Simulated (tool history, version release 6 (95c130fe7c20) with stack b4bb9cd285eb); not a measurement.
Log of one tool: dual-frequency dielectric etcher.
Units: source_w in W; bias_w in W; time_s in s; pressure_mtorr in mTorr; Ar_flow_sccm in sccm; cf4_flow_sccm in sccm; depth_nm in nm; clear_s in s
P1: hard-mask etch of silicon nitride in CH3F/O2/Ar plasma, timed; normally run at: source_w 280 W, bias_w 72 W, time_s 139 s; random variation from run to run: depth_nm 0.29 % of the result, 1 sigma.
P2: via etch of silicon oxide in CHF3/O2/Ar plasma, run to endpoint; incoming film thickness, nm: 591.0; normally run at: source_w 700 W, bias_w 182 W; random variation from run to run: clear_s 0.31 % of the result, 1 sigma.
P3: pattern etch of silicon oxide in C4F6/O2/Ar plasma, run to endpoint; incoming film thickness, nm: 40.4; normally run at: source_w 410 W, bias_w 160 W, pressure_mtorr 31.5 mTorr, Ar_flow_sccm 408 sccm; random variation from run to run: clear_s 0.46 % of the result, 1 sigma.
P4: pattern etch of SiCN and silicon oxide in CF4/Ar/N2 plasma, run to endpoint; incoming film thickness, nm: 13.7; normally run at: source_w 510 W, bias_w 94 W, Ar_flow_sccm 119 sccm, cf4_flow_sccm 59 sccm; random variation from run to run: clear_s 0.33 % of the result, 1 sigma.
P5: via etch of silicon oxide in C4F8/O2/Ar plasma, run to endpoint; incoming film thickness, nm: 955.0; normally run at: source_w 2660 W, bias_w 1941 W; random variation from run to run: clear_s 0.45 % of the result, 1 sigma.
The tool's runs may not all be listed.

run	day	process	source_w	bias_w	time_s	pressure_mtorr	Ar_flow_sccm	cf4_flow_sccm	depth_nm	clear_s
1	0.329	P1	280	72	139				82.659	
2	0.775	P3	570	160		31.5	408			12.044
3	1.454	P3	410	160		31.5	408			13.726
4	1.858	P5	3720	1941						149.52
5	2.283	P3	410	160		31.5	408			13.671
6	2.679	P4	510	115			119	59		12.27
7	3.412	P1	280	72	139				82.927	
8	4.025	P1	380	72	139				94.057	
9	4.708	P1	280	72	139				83.341	
10	5.371	P1	280	72	139				83.054	
11	5.988	P2	970	182						254.51
12	6.45	P2	700	130						319.11
13	7.167	P1	280	72	202				120.77	
14	7.825	P1	280	86	139				88.446	
15	8.288	P1	280	72	139				83.138	
16	9.025	P4	510	94			119	59		13.155
17	9.588	P3	410	160		31.5	320			13.323
18	10.008	P1	280	72	139				83.129	
19	10.504	P5	2660	1543						184.22
20	10.979	P1	330	72	177				112.93	
21	11.65	P4	510	94			119	80		12.574
22	12.188	P3	410	216		31.5	408			12.573
23	12.879	P4	660	94			119	59		10.504
24	13.308	P4	510	94			94	59		12.673
25	13.679	P2	700	182						287
26	14.038	P5	2660	1941						172.47
27	14.688	P1	200	86	139				78.333	
28	15.375	P1	280	55	139				76.213	
29	15.75	P1	280	72	139				82.995	
30	16.167	P5	2660	1941						173.08
31	16.65	P1	170	72	139				68.834	
32	16.992	P1	280	72	91.5				54.734	
33	17.604	P3	410	160		38.5	408			14.125
34	18.096	P1	280	72	139				82.986	
35	18.658	P1	280	72	139				82.435	
36	19.15	P1	280	72	139				82.294	
# day 19.892: wet clean of the chamber
37	19.912	P1	280	72	139				82.165	
38	20.333	P1	280	72	139				82.009	
39	21.017	P1	280	72	139				81.498	
40	21.404	P1	280	72	139				81.331	

What P1 gives has crept away from where it was. These 2 causes fit the log equally well, each at the size given:
A: bias power that arrives under what is set, % = 4.64
B: source power that arrives under what is set, % = 4.34
The creep began at about day 18.096.
Why every other cause is out:
chamber walls in a state that lowers the etch rate, %: serviced at day 19.892, which brought nothing back

4 check runs are offered, each on 2 wafers whose results are averaged, their results left as question marks. Which one tells the causes apart?
check 1	21.792	P4	510	94			119	80		?
check 2	21.792	P2	950	182						?
check 3	21.792	P3	550	190		31.5	408			?
check 4	21.792	P5	3630	1941						?

What each check would give under each cause:
check	result	if A	if B
check 1	clear_s	12.798	13.084
check 2	clear_s	260.1	260.54
check 3	clear_s	11.815	11.845
check 4	clear_s	154.06	154.86
How far apart the two closest causes lie, in the result that separates them most: check 1 2.21 %; check 2 0.17 %; check 3 0.26 %; check 4 0.52 %
Check 1 tells the causes apart: in the others they would give nearly the same result.

Then check 1 was run and gave: clear_s 13.026 s. Which cause is it?

It is B: source power that arrives under what is set, %.
